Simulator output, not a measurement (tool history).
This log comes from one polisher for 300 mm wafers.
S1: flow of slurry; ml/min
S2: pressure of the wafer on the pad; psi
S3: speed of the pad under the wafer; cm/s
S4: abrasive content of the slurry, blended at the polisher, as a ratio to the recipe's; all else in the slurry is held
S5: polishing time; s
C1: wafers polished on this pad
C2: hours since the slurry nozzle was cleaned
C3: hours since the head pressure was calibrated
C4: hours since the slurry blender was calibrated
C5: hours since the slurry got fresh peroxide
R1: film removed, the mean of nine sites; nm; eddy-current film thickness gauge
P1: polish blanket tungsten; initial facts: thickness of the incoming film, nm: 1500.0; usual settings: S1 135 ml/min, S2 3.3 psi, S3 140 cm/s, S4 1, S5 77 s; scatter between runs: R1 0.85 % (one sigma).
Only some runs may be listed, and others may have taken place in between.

| run | hour | S1 | S2 | S3 | S4 | S5 | C1 | C2 | C3 | C4 | C5 | R1 |
|---|---|---|---|---|---|---|---|---|---|---|---|---|
| 1 | 5.8 | 135 | 3.3 | 140 | 1 | 77 | 263 | 467.1 | 350 | 141.5 | 15.4 | 455.28 |
| 2 | 9.1 | 135 | 2.2 | 140 | 1.5 | 77 | 281 | 470.4 | 353.3 | 144.8 | 18.7 | 341.05 |
| 3 | 12.3 | 135 | 3.3 | 140 | 0.5 | 77 | 299 | 473.6 | 356.5 | 148 | 21.9 | 384.23 |
| 4 | 15.9 | 135 | 3.3 | 64 | 1 | 77 | 320 | 477.2 | 360.1 | 151.6 | 25.5 | 212.6 |
| 5 | 21.2 | 135 | 3.3 | 140 | 1.5 | 77 | 350 | 482.5 | 365.4 | 156.9 | 30.8 | 509.18 |
| 6 | 27.5 | 135 | 3.3 | 204 | 1 | 77 | 385 | 488.8 | 371.7 | 163.2 | 37.1 | 677.78 |
| 7 | 34.1 | 135 | 4.4 | 140 | 1.25 | 77 | 423 | 495.4 | 378.3 | 169.8 | 43.7 | 650.23 |
| 8 | 40.7 | 80 | 3.3 | 140 | 1 | 77 | 460 | 502 | 384.9 | 176.4 | 50.3 | 404.53 |
| 9 | 48 | 135 | 3.3 | 140 | 1 | 100 | 501 | 509.3 | 392.2 | 183.7 | 57.6 | 595.07 |
| 10 | 53.7 | 135 | 1.5 | 140 | 1 | 77 | 533 | 515 | 397.9 | 189.4 | 63.3 | 208.8 |
| 11 | 58.9 | 135 | 3.3 | 140 | 1 | 77 | 563 | 520.2 | 403.1 | 194.6 | 68.5 | 455.82 |
| 12 | 63.7 | 135 | 4.7 | 140 | 1 | 77 | 590 | 525 | 407.9 | 199.4 | 73.3 | 658.92 |
| 13 | 67.3 | 135 | 3.3 | 140 | 1 | 38 | 610 | 528.6 | 411.5 | 203 | 76.9 | 226.2 |
| 14 | 71.1 | 135 | 3.3 | 140 | 1 | 77 | 632 | 532.4 | 415.3 | 206.8 | 80.7 | 454.25 |
| 15 | 75.9 | 80 | 3.3 | 178 | 1 | 77 | 659 | 537.2 | 420.1 | 211.6 | 85.5 | 520.45 |
|  | 80.1 | worn pad replaced by a new one |
| 16 | 81.1 | 135 | 3.3 | 140 | 1 | 77 | 5 | 542.4 | 425.3 | 216.8 | 90.7 | 450.92 |

Estimate the outcome of run 17 from the log above:
| 17 | 86.3 | 205 | 3.3 | 140 | 1 | 77 | 35 | 547.6 | 430.5 | 222 | 95.9 | ? |

R1: 492.82 nm
